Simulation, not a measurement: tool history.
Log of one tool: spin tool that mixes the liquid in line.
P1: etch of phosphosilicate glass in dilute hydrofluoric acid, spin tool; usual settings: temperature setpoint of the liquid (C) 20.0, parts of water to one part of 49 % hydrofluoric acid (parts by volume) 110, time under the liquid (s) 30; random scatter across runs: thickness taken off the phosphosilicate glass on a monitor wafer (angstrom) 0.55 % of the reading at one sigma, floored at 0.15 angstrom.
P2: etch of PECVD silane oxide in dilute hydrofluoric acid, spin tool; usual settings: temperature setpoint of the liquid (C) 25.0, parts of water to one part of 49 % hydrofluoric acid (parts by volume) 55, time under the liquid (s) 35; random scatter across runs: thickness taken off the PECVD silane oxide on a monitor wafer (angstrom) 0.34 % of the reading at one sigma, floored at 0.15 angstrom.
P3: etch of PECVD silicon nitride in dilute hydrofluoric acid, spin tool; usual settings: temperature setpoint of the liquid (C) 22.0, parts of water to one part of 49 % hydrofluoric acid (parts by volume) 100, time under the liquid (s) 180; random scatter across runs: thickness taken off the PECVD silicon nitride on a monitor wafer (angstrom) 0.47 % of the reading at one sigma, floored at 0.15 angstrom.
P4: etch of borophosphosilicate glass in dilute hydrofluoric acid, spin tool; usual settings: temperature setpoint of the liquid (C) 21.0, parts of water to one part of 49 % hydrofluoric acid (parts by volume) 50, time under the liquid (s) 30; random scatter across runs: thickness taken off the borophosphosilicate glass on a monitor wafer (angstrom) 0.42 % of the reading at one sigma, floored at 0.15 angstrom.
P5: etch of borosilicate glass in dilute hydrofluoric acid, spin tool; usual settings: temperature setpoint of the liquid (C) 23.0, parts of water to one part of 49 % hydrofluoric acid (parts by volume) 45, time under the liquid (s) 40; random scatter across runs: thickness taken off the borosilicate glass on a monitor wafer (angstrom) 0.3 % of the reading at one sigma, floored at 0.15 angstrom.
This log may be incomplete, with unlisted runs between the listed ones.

| run | hour | process that ran | temperature setpoint of the liquid (C) | parts of water to one part of 49 % hydrofluoric acid (parts by volume) | time under the liquid (s) | thickness taken off the phosphosilicate glass on a monitor wafer (angstrom) | thickness taken off the PECVD silicon nitride on a monitor wafer (angstrom) | thickness taken off the borophosphosilicate glass on a monitor wafer (angstrom) | thickness taken off the PECVD silane oxide on a monitor wafer (angstrom) | thickness taken off the borosilicate glass on a monitor wafer (angstrom) |
|---|---|---|---|---|---|---|---|---|---|---|
| 1 | 9.7 | P1 | 20.0 | 110 | 30 | 396.86 |  |  |  |  |
| 2 | 18.1 | P1 | 20.0 | 110 | 45 | 598.08 |  |  |  |  |
| 3 | 36.1 | P1 | 20.0 | 110 | 15 | 199.30 |  |  |  |  |
| 4 | 48.5 | P3 | 22.0 | 40 | 180 |  | 115.930 |  |  |  |
| 5 | 63.6 | P1 | 20.0 | 110 | 30 | 396.68 |  |  |  |  |
| 6 | 73.2 | P4 | 27.5 | 50 | 30 |  |  | 320.66 |  |  |
| 7 | 83.1 | P4 | 21.0 | 20 | 30 |  |  | 638.84 |  |  |
| 8 | 96.6 | P4 | 21.0 | 50 | 55 |  |  | 454.44 |  |  |
| 9 | 110.3 | P2 | 25.0 | 55 | 35 |  |  |  | 119.360 |  |
| 10 | 120.9 | P1 | 20.0 | 160 | 60 | 521.15 |  |  |  |  |
| 11 | 131.7 | P1 | 17.0 | 25 | 30 | 1717.10 |  |  |  |  |
| 12 | 140.4 | P3 | 22.0 | 100 | 180 |  | 47.786 |  |  |  |
| 13 | 151.0 | P2 | 21.5 | 55 | 35 |  |  |  | 102.650 |  |
| 14 | 160.5 | P1 | 20.0 | 110 | 30 | 395.74 |  |  |  |  |
| 15 | 172.0 | P1 | 17.0 | 110 | 30 | 352.73 |  |  |  |  |
| 16 | 190.1 | P4 | 21.0 | 50 | 30 |  |  | 245.10 |  |  |
| 17 | 206.1 | P5 | 23.0 | 45 | 75 |  |  |  |  | 446.17 |
| 18 | 224.2 | P1 | 28.0 | 110 | 30 | 549.53 |  |  |  |  |
| 19 | 238.7 | P1 | 20.0 | 70 | 15 | 328.14 |  |  |  |  |
| 20 | 254.5 | P1 | 20.0 | 110 | 30 | 400.08 |  |  |  |  |
| 21 | 271.4 | P5 | 23.0 | 70 | 40 |  |  |  |  | 148.24 |
| 22 | 280.1 | P3 | 22.0 | 100 | 45 |  | 11.464 |  |  |  |
| 23 | 295.1 | P5 | 17.0 | 45 | 40 |  |  |  |  | 184.44 |
| 24 | 308.1 | P1 | 20.0 | 60 | 30 | 780.23 |  |  |  |  |
| 25 | 319.4 | P1 | 20.0 | 200 | 30 | 203.08 |  |  |  |  |
| 26 | 334.9 | P2 | 25.0 | 20 | 35 |  |  |  | 341.860 |  |
| 27 | 346.7 | P2 | 25.0 | 55 | 15 |  |  |  | 50.884 |  |
| 28 | 365.5 | P1 | 20.0 | 110 | 30 | 400.16 |  |  |  |  |
| 29 | 378.7 | P3 | 17.5 | 100 | 180 |  | 34.769 |  |  |  |
| 30 | 397.4 | P5 | 23.0 | 45 | 40 |  |  |  |  | 239.07 |
| 31 | 408.2 | P3 | 22.0 | 100 | 180 |  | 47.549 |  |  |  |
| 32 | 419.1 | P1 | 20.0 | 110 | 30 | 398.45 |  |  |  |  |
| 33 | 432.7 | P1 | 20.0 | 110 | 30 | 404.43 |  |  |  |  |
| 34 | 451.3 | P1 | 20.0 | 110 | 30 | 417.89 |  |  |  |  |
| 35 | 469.6 | P1 | 20.0 | 110 | 30 | 415.20 |  |  |  |  |
| 36 | 481.4 | P1 | 20.0 | 110 | 30 | 419.91 |  |  |  |  |
| 37 | 498.7 | P1 | 20.0 | 110 | 30 | 417.29 |  |  |  |  |
| 38 | 517.6 | P1 | 20.0 | 110 | 30 | 424.11 |  |  |  |  |
| 39 | 535.0 | P1 | 20.0 | 110 | 30 | 423.79 |  |  |  |  |
| 40 | 549.1 | P1 | 20.0 | 110 | 30 | 423.24 |  |  |  |  |
| 41 | 561.0 | P1 | 20.0 | 110 | 30 | 421.55 |  |  |  |  |
| 42 | 573.5 | P1 | 20.0 | 110 | 30 | 420.68 |  |  |  |  |

P1 has crept away from where it was. The log is fitted equally well by each of these 2 causes, at the sizes shown:
A: liquid hotter than its thermometer reads (K) = 1.42
B: hydrofluoric acid flow above the setpoint (%) = 5.27
The drift started at roughly hour 419.1.

Question marks stand in for the results of the 4 check runs listed below, each run on one wafer. Under which run would the listed causes show clearly different results?
| check 1 | 586.0 | P4 | 21.0 | 50 | 50 |  |  | ? |  |  |
| check 2 | 586.0 | P5 | 23.0 | 45 | 70 |  |  |  |  | ? |
| check 3 | 586.0 | P3 | 22.0 | 60 | 70 |  | ? |  |  |  |
| check 4 | 586.0 | P2 | 25.0 | 25 | 15 |  |  |  | ? |  |

Outcome of each check run for each possible cause:
| check | result | if A | if B |
|---|---|---|---|
| check 1 | thickness taken off the borophosphosilicate glass on a monitor wafer (angstrom) | 433.17 | 430.96 |
| check 2 | thickness taken off the borosilicate glass on a monitor wafer (angstrom) | 442.30 | 440.27 |
| check 3 | thickness taken off the PECVD silicon nitride on a monitor wafer (angstrom) | 33.514 | 32.004 |
| check 4 | thickness taken off the PECVD silane oxide on a monitor wafer (angstrom) | 123.400 | 122.680 |
Gap, in per cent, between the two causes that each check separates least, read from the result that separates them most: check 1 0.51 %; check 2 0.46 %; check 3 4.61 %; check 4 0.59 %
The causes can be told apart only by check 3. The other checks would give nearly the same results under each of them.

Check 3 has now been run. It gave: thickness taken off the PECVD silicon nitride on a monitor wafer (angstrom) 33.280. Which of the candidate causes is it?

It was cause A: liquid hotter than its thermometer reads (K).
